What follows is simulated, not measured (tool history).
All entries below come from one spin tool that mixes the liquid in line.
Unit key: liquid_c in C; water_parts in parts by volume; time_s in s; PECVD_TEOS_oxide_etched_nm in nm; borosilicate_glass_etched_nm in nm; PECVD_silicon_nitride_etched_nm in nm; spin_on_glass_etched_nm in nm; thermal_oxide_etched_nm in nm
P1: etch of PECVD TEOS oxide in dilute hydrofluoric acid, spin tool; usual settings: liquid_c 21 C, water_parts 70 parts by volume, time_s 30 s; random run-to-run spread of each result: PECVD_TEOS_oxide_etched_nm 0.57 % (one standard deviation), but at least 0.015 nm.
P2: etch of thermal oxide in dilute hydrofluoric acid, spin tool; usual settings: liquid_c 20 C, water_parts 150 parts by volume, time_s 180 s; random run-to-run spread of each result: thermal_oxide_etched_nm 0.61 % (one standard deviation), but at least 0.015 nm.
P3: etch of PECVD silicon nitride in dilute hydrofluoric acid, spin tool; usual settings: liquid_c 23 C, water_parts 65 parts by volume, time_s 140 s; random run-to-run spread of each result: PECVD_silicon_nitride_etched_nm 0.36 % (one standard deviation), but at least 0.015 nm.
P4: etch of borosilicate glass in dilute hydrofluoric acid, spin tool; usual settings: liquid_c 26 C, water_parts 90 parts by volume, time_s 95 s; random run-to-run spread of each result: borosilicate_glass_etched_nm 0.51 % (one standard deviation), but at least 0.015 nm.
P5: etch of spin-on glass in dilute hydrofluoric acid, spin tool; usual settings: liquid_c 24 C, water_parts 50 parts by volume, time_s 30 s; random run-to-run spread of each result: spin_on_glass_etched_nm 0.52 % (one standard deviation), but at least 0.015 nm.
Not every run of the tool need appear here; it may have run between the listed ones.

| run | hour | process | liquid_c | water_parts | time_s | PECVD_TEOS_oxide_etched_nm | borosilicate_glass_etched_nm | PECVD_silicon_nitride_etched_nm | spin_on_glass_etched_nm | thermal_oxide_etched_nm |
|---|---|---|---|---|---|---|---|---|---|---|
| 1 | 8.2 | P1 | 21 | 70 | 30 | 8.9095 |  |  |  |  |
| 2 | 12 | P4 | 26 | 35 | 95 |  | 64.619 |  |  |  |
| 3 | 15.9 | P1 | 21 | 20 | 15 | 16.561 |  |  |  |  |
| 4 | 22.4 | P4 | 26 | 90 | 40 |  | 9.8518 |  |  |  |
| 5 | 29.7 | P1 | 21 | 125 | 30 | 4.7104 |  |  |  |  |
| 6 | 38.1 | P1 | 21 | 70 | 55 | 16.585 |  |  |  |  |
| 7 | 45.8 | P3 | 23 | 65 | 140 |  |  | 7.3328 |  |  |
| 8 | 51.5 | P5 | 17 | 50 | 30 |  |  |  | 18.883 |  |
| 9 | 59.4 | P1 | 21 | 70 | 30 | 9.0275 |  |  |  |  |
| 10 | 67.6 | P2 | 20 | 45 | 180 |  |  |  |  | 17.794 |
| 11 | 71.4 | P2 | 20 | 150 | 340 |  |  |  |  | 9.0879 |
| 12 | 75.8 | P1 | 21 | 20 | 15 | 16.854 |  |  |  |  |
| 13 | 81.4 | P1 | 17 | 70 | 30 | 7.6083 |  |  |  |  |
| 14 | 87.7 | P1 | 21 | 20 | 30 | 33.596 |  |  |  |  |
| 15 | 92.1 | P3 | 17.5 | 65 | 140 |  |  | 5.0163 |  |  |
| 16 | 99.6 | P4 | 26 | 90 | 95 |  | 23.34 |  |  |  |
| 17 | 106.9 | P3 | 23 | 30 | 140 |  |  | 15.628 |  |  |
| 18 | 110.7 | P4 | 33.5 | 90 | 95 |  | 31.207 |  |  |  |
| 19 | 116.2 | P1 | 26.5 | 70 | 30 | 11.191 |  |  |  |  |
| 20 | 123.3 | P5 | 24 | 50 | 30 |  |  |  | 25.331 |  |
| 21 | 130.3 | P5 | 24 | 50 | 15 |  |  |  | 12.638 |  |
| 22 | 138.3 | P3 | 23 | 65 | 140 |  |  | 7.3328 |  |  |
| 23 | 144 | P1 | 21 | 70 | 15 | 4.4606 |  |  |  |  |
| 24 | 147.7 | P1 | 21 | 70 | 30 | 8.9494 |  |  |  |  |
| 25 | 155.6 | P3 | 23 | 65 | 50 |  |  | 2.5955 |  |  |
| 26 | 164.1 | P2 | 25.5 | 150 | 180 |  |  |  |  | 5.9096 |
| 27 | 171.2 | P5 | 24 | 70 | 30 |  |  |  | 17.734 |  |
| 28 | 179.7 | P1 | 21 | 70 | 30 | 8.9358 |  |  |  |  |
| 29 | 183.5 | P2 | 20 | 150 | 180 |  |  |  |  | 4.7463 |
| 30 | 190.7 | P1 | 21 | 70 | 30 | 8.9874 |  |  |  |  |
| 31 | 196.5 | P1 | 21 | 70 | 30 | 8.8148 |  |  |  |  |
| 32 | 202.9 | P1 | 21 | 70 | 30 | 9.4121 |  |  |  |  |
| 33 | 210.7 | P1 | 21 | 70 | 30 | 9.5361 |  |  |  |  |
| 34 | 214.5 | P1 | 21 | 70 | 30 | 9.5786 |  |  |  |  |
| 35 | 218.5 | P1 | 21 | 70 | 30 | 9.7585 |  |  |  |  |
| 36 | 223.8 | P1 | 21 | 70 | 30 | 9.703 |  |  |  |  |
| 37 | 227.6 | P1 | 21 | 70 | 30 | 9.7685 |  |  |  |  |
| 38 | 232.5 | P1 | 21 | 70 | 30 | 9.8007 |  |  |  |  |
| 39 | 239.4 | P1 | 21 | 70 | 30 | 9.7249 |  |  |  |  |

P1 no longer gives what it gave before; its output has crept away from where it was. The following 2 causes, each at its listed size, fit the log equally well:
A: hydrofluoric acid flow above the setpoint (%) = 8.84
B: liquid hotter than its thermometer reads (K) = 2.23
Onset of the creep was near hour 196.5.

Question marks stand in for the results of the 4 check runs listed below, each run on one wafer. Under which run would the listed causes show clearly different results?
| check 1 | 246.3 | P2 | 20 | 150 | 180 |  |  |  |  | ? |
| check 2 | 246.3 | P5 | 24 | 50 | 30 |  |  |  | ? |  |
| check 3 | 246.3 | P4 | 26 | 90 | 95 |  | ? |  |  |  |
| check 4 | 246.3 | P3 | 23 | 65 | 140 |  |  | ? |  |  |

Outcome of each check run for each possible cause:
| check | result | if A | if B |
|---|---|---|---|
| check 1 | thermal_oxide_etched_nm | 5.2492 | 5.1985 |
| check 2 | spin_on_glass_etched_nm | 27.692 | 27.717 |
| check 3 | borosilicate_glass_etched_nm | 25.708 | 25.509 |
| check 4 | PECVD_silicon_nitride_etched_nm | 7.9409 | 8.4839 |
Separation of the two closest causes in each check, using whichever result separates them best: check 1 0.97 %; check 2 0.09 %; check 3 0.78 %; check 4 6.61 %
Only in check 4 would the causes give clearly different results; in the remaining checks their results would be nearly the same.

With check 4 done, the readings were: PECVD_silicon_nitride_etched_nm 8.428 nm. Identify which of the listed causes applies.

It was cause B: liquid hotter than its thermometer reads (K).
